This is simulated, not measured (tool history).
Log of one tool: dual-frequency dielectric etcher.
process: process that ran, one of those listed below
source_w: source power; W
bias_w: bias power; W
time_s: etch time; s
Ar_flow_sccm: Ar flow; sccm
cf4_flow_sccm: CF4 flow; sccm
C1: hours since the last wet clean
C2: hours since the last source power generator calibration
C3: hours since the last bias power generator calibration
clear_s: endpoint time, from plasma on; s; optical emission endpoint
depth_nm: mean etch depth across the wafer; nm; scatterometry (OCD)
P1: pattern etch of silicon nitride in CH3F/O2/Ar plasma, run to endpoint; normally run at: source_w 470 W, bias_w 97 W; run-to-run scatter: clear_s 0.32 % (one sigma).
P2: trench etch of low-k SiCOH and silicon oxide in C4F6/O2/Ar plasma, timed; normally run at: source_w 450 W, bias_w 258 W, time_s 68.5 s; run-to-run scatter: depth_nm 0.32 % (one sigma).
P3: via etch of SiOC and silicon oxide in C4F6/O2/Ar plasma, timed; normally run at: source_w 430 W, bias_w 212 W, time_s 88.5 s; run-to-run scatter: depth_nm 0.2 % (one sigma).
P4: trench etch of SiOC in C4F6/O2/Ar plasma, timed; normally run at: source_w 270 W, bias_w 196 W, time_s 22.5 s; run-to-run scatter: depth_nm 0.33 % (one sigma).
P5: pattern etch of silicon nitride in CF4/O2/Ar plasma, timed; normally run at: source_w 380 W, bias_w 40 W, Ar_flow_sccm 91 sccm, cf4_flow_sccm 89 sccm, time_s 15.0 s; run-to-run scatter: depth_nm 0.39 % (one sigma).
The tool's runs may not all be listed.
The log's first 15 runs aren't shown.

{"run": 16, "day": 7.05, "process": "P1", "source_w": 470, "bias_w": 136, "C1": 371.6, "C2": 1188.7, "C3": 2715.9, "clear_s": 47.178}
{"run": 17, "day": 7.654, "process": "P1", "source_w": 470, "bias_w": 97, "C1": 386.1, "C2": 1203.2, "C3": 2730.4, "clear_s": 53.785}
{"run": 18, "day": 8.208, "process": "P5", "source_w": 380, "bias_w": 40, "time_s": 15.0, "Ar_flow_sccm": 117, "cf4_flow_sccm": 89, "C1": 399.4, "C2": 1216.5, "C3": 2743.7, "depth_nm": 20.23}
{"run": 19, "day": 8.817, "process": "P1", "source_w": 600, "bias_w": 62, "C1": 414.0, "C2": 1231.1, "C3": 2758.3, "clear_s": 56.595}
{"run": 20, "day": 9.4, "process": "P5", "source_w": 380, "bias_w": 52, "time_s": 15.0, "Ar_flow_sccm": 91, "cf4_flow_sccm": 89, "C1": 428.0, "C2": 1245.1, "C3": 2772.3, "depth_nm": 22.702}
{"run": 21, "day": 9.854, "process": "P1", "source_w": 320, "bias_w": 97, "C1": 438.9, "C2": 1256.0, "C3": 2783.2, "clear_s": 61.498}
{"day": 10.321, "done": "bias power generator calibrated"}
{"run": 22, "day": 10.429, "process": "P1", "source_w": 470, "bias_w": 97, "C1": 452.7, "C2": 1269.8, "C3": 2.6, "clear_s": 53.212}
{"run": 23, "day": 11.012, "process": "P5", "source_w": 530, "bias_w": 40, "time_s": 15.0, "Ar_flow_sccm": 91, "cf4_flow_sccm": 89, "C1": 466.7, "C2": 1283.8, "C3": 16.6, "depth_nm": 27.716}
{"run": 24, "day": 11.6, "process": "P4", "source_w": 270, "bias_w": 116, "time_s": 22.5, "C1": 480.8, "C2": 1297.9, "C3": 30.7, "depth_nm": 35.081}
{"run": 25, "day": 12.154, "process": "P2", "source_w": 450, "bias_w": 258, "time_s": 88.5, "C1": 494.1, "C2": 1311.2, "C3": 44.0, "depth_nm": 331.05}
{"run": 26, "day": 12.554, "process": "P1", "source_w": 470, "bias_w": 97, "C1": 503.7, "C2": 1320.8, "C3": 53.6, "clear_s": 53.502}
{"run": 27, "day": 12.942, "process": "P5", "source_w": 380, "bias_w": 40, "time_s": 15.0, "Ar_flow_sccm": 91, "cf4_flow_sccm": 89, "C1": 513.0, "C2": 1330.1, "C3": 62.9, "depth_nm": 20.692}
{"run": 28, "day": 13.329, "process": "P4", "source_w": 270, "bias_w": 196, "time_s": 14.5, "C1": 522.3, "C2": 1339.4, "C3": 72.2, "depth_nm": 26.73}
{"run": 29, "day": 13.9, "process": "P3", "source_w": 430, "bias_w": 212, "time_s": 49.0, "C1": 536.0, "C2": 1353.1, "C3": 85.9, "depth_nm": 60.143}
{"run": 30, "day": 14.567, "process": "P1", "source_w": 470, "bias_w": 97, "C1": 552.0, "C2": 1369.1, "C3": 101.9, "clear_s": 53.303}
{"run": 31, "day": 14.862, "process": "P2", "source_w": 450, "bias_w": 358, "time_s": 68.5, "C1": 559.1, "C2": 1376.2, "C3": 109.0, "depth_nm": 287.68}
{"run": 32, "day": 15.204, "process": "P3", "source_w": 430, "bias_w": 212, "time_s": 88.5, "C1": 567.3, "C2": 1384.4, "C3": 117.2, "depth_nm": 108.94}
{"run": 33, "day": 15.821, "process": "P1", "source_w": 470, "bias_w": 97, "C1": 582.1, "C2": 1399.2, "C3": 132.0, "clear_s": 53.165}
{"run": 34, "day": 16.154, "process": "P1", "source_w": 470, "bias_w": 97, "C1": 590.1, "C2": 1407.2, "C3": 140.0, "clear_s": 53.554}
{"run": 35, "day": 16.683, "process": "P1", "source_w": 470, "bias_w": 97, "C1": 602.8, "C2": 1419.9, "C3": 152.7, "clear_s": 54.037}
{"run": 36, "day": 17.292, "process": "P1", "source_w": 470, "bias_w": 97, "C1": 617.4, "C2": 1434.5, "C3": 167.3, "clear_s": 54.109}
{"day": 17.475, "done": "wet clean of the chamber"}
{"run": 37, "day": 17.688, "process": "P1", "source_w": 470, "bias_w": 97, "C1": 5.1, "C2": 1444.0, "C3": 176.8, "clear_s": 54.343}
{"run": 38, "day": 17.979, "process": "P1", "source_w": 470, "bias_w": 97, "C1": 12.1, "C2": 1451.0, "C3": 183.8, "clear_s": 54.168}
{"run": 39, "day": 18.554, "process": "P1", "source_w": 470, "bias_w": 97, "C1": 25.9, "C2": 1464.8, "C3": 197.6, "clear_s": 54.451}

Run 40 comes next. What will it give?
{"run": 40, "day": 19.204, "process": "P1", "source_w": 470, "bias_w": 97, "C1": 41.5, "C2": 1480.4, "C3": 213.2, "clear_s": "?"}

{"run 40": {"clear_s": 54.324}}
